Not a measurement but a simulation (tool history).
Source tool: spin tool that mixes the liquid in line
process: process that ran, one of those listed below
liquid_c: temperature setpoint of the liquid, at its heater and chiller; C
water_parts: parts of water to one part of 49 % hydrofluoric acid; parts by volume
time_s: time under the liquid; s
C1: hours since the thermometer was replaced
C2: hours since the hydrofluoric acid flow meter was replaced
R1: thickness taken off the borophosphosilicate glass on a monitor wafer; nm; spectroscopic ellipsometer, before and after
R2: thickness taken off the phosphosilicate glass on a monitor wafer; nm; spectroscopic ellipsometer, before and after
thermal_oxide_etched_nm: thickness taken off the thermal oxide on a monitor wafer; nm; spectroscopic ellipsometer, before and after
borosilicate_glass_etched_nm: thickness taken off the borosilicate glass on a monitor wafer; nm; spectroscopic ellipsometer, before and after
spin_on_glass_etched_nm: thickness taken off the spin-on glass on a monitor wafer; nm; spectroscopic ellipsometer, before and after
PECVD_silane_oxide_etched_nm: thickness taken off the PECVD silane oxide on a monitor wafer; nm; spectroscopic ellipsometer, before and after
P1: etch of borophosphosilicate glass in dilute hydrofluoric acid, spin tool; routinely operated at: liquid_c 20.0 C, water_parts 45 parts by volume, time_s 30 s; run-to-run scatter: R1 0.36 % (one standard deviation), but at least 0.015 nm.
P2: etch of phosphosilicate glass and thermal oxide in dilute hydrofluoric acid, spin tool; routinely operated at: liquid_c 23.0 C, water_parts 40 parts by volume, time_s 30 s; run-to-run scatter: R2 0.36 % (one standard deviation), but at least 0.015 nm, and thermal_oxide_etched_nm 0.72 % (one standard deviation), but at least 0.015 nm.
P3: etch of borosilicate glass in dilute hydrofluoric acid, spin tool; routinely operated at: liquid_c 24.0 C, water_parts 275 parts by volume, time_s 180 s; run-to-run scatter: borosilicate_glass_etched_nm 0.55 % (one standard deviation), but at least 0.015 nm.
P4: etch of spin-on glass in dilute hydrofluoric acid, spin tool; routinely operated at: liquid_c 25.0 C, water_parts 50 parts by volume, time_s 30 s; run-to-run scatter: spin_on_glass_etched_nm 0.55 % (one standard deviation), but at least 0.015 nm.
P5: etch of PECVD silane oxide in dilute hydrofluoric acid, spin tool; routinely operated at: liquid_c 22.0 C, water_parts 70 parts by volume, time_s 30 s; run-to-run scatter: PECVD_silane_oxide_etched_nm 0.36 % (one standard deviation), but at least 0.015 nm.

run 1 hour=13.8 | process=P1 liquid_c=20.0 water_parts=45 time_s=30 | C1=449.6 C2=454.8 | R1=26.115
run 2 hour=26.1 | process=P2 liquid_c=29.5 water_parts=40 time_s=30 | C1=461.9 C2=467.1 | R2=139.250 thermal_oxide_etched_nm=5.0363
run 3 hour=43.2 | process=P3 liquid_c=19.5 water_parts=275 time_s=180 | C1=479.0 C2=484.2 | borosilicate_glass_etched_nm=12.5610
run 4 hour=52.3 | process=P1 liquid_c=20.0 water_parts=45 time_s=30 | C1=488.1 C2=493.3 | R1=26.234
run 5 hour=61.8 | process=P1 liquid_c=20.0 water_parts=20 time_s=30 | C1=497.6 C2=502.8 | R1=60.671
run 6 hour=76.3 | process=P1 liquid_c=27.0 water_parts=45 time_s=50 | C1=512.1 C2=517.3 | R1=58.627
run 7 hour=87.5 | process=P4 liquid_c=25.0 water_parts=20 time_s=30 | C1=523.3 C2=528.5 | spin_on_glass_etched_nm=42.539
run 8 hour=103.4 | process=P5 liquid_c=29.5 water_parts=70 time_s=30 | C1=539.2 C2=544.4 | PECVD_silane_oxide_etched_nm=16.9570
run 9 hour=115.6 | process=P1 liquid_c=20.0 water_parts=45 time_s=30 | C1=551.4 C2=556.6 | R1=26.157
run 10 hour=132.6 | process=P1 liquid_c=20.0 water_parts=45 time_s=30 | C1=568.4 C2=573.6 | R1=26.165
run 11 hour=146.3 | process=P3 liquid_c=24.0 water_parts=275 time_s=180 | C1=582.1 C2=587.3 | borosilicate_glass_etched_nm=14.7590
run 12 hour=155.6 | process=P1 liquid_c=17.0 water_parts=45 time_s=15 | C1=591.4 C2=596.6 | R1=11.574
run 13 hour=169.4 | process=P3 liquid_c=24.0 water_parts=275 time_s=305 | C1=605.2 C2=610.4 | borosilicate_glass_etched_nm=24.8730
run 14 hour=182.0 | process=P4 liquid_c=20.5 water_parts=50 time_s=30 | C1=617.8 C2=623.0 | spin_on_glass_etched_nm=13.453
run 15 hour=194.8 | process=P1 liquid_c=20.0 water_parts=20 time_s=55 | C1=630.6 C2=635.8 | R1=111.130
run 16 hour=203.0 | process=P4 liquid_c=25.0 water_parts=50 time_s=15 | C1=638.8 C2=644.0 | spin_on_glass_etched_nm=8.155
run 17 hour=213.9 | process=P5 liquid_c=22.0 water_parts=70 time_s=30 | C1=649.7 C2=654.9 | PECVD_silane_oxide_etched_nm=12.4880
run 18 hour=227.1 | process=P1 liquid_c=27.0 water_parts=45 time_s=30 | C1=662.9 C2=668.1 | R1=35.151
run 19 hour=237.6 | process=P5 liquid_c=22.0 water_parts=25 time_s=30 | C1=673.4 C2=678.6 | PECVD_silane_oxide_etched_nm=37.0670
run 20 hour=251.5 | process=P2 liquid_c=23.0 water_parts=40 time_s=15 | C1=687.3 C2=692.5 | R2=53.325 thermal_oxide_etched_nm=1.9218
run 21 hour=268.5 | process=P4 liquid_c=25.0 water_parts=50 time_s=30 | C1=704.3 C2=709.5 | spin_on_glass_etched_nm=16.200
run 22 hour=278.4 | process=P2 liquid_c=23.0 water_parts=55 time_s=30 | C1=714.2 C2=719.4 | R2=76.350 thermal_oxide_etched_nm=2.7473
run 23 hour=297.3 | process=P1 liquid_c=20.0 water_parts=45 time_s=60 | C1=733.1 C2=738.3 | R1=52.278
run 24 hour=312.4 | process=P3 liquid_c=24.0 water_parts=495 time_s=180 | C1=748.2 C2=753.4 | borosilicate_glass_etched_nm=6.6583
run 25 hour=321.4 | process=P1 liquid_c=17.0 water_parts=45 time_s=30 | C1=757.2 C2=762.4 | R1=23.079
run 26 hour=333.7 | process=P1 liquid_c=20.0 water_parts=45 time_s=30 | C1=769.5 C2=774.7 | R1=26.048
run 27 hour=345.8 | process=P5 liquid_c=22.0 water_parts=70 time_s=15 | C1=781.6 C2=786.8 | PECVD_silane_oxide_etched_nm=6.2364
run 28 hour=362.1 | process=P1 liquid_c=20.0 water_parts=45 time_s=15 | C1=797.9 C2=803.1 | R1=13.079
run 29 hour=371.4 | process=P1 liquid_c=20.0 water_parts=45 time_s=30 | C1=807.2 C2=812.4 | R1=26.355
run 30 hour=382.6 | process=P2 liquid_c=23.0 water_parts=40 time_s=30 | C1=818.4 C2=823.6 | R2=106.880 thermal_oxide_etched_nm=3.8999
run 31 hour=400.9 | process=P1 liquid_c=20.0 water_parts=45 time_s=30 | C1=836.7 C2=841.9 | R1=26.104
run 32 hour=411.7 | process=P1 liquid_c=20.0 water_parts=75 time_s=30 | C1=847.5 C2=852.7 | R1=15.162
run 33 hour=426.8 | process=P1 liquid_c=20.0 water_parts=45 time_s=30 | C1=862.6 C2=867.8 | R1=26.311
run 34 hour=436.4 | process=P1 liquid_c=20.0 water_parts=45 time_s=30 | C1=872.2 C2=877.4 | R1=25.412
run 35 hour=449.7 | process=P1 liquid_c=20.0 water_parts=45 time_s=30 | C1=885.5 C2=890.7 | R1=24.498
run 36 hour=461.3 | process=P1 liquid_c=20.0 water_parts=45 time_s=30 | C1=897.1 C2=902.3 | R1=24.104
run 37 hour=473.6 | process=P1 liquid_c=20.0 water_parts=45 time_s=30 | C1=909.4 C2=914.6 | R1=23.934
run 38 hour=488.8 | process=P1 liquid_c=20.0 water_parts=45 time_s=30 | C1=924.6 C2=929.8 | R1=23.679
run 39 hour=501.2 | process=P1 liquid_c=20.0 water_parts=45 time_s=30 | C1=937.0 C2=942.2 | R1=23.581
run 40 hour=509.6 | process=P1 liquid_c=20.0 water_parts=45 time_s=30 | C1=945.4 C2=950.6 | R1=23.573
run 41 hour=519.3 | process=P1 liquid_c=20.0 water_parts=45 time_s=30 | C1=955.1 C2=960.3 | R1=23.703
run 42 hour=529.9 | process=P1 liquid_c=20.0 water_parts=45 time_s=30 | C1=965.7 C2=970.9 | R1=23.579

What P1 gives has crept away from where it was. These 2 causes fit the log equally well, each at the size given:
A: liquid colder than its thermometer reads (K) = 2.43
B: hydrofluoric acid flow below the setpoint (%) = 9.39
The gradual shift began around hour 426.8.

4 check runs are offered, one wafer each, their results left as question marks. Which one tells the causes apart?
run check 1 hour=540.5 | process=P5 liquid_c=22.0 water_parts=70 time_s=30 | PECVD_silane_oxide_etched_nm=?
run check 2 hour=540.5 | process=P2 liquid_c=23.0 water_parts=40 time_s=30 | R2=? thermal_oxide_etched_nm=?
run check 3 hour=540.5 | process=P3 liquid_c=24.0 water_parts=275 time_s=180 | borosilicate_glass_etched_nm=?
run check 4 hour=540.5 | process=P4 liquid_c=25.0 water_parts=50 time_s=30 | spin_on_glass_etched_nm=?

Expected result of each check under each candidate cause:
check=check_1 result=PECVD_silane_oxide_etched_nm if_A=11.3140 if_B=11.2440
check=check_2 result=R2 if_A=96.453 if_B=96.300
check=check_2 result=thermal_oxide_etched_nm if_A=3.4983 if_B=3.4928
check=check_3 result=borosilicate_glass_etched_nm if_A=13.4870 if_B=12.9620
check=check_4 result=spin_on_glass_etched_nm if_A=14.734 if_B=14.654
Smallest distance between any two causes, each pair judged by its most separating result, in per cent: check 1 0.63 %; check 2 0.16 %; check 3 3.97 %; check 4 0.54 %
Only check 3 tells the causes apart: in the others they would give nearly the same result.

Running check 3 produced the following: borosilicate_glass_etched_nm 13.5220 nm. Which one of the listed causes fits?

The cause is A: liquid colder than its thermometer reads (K).
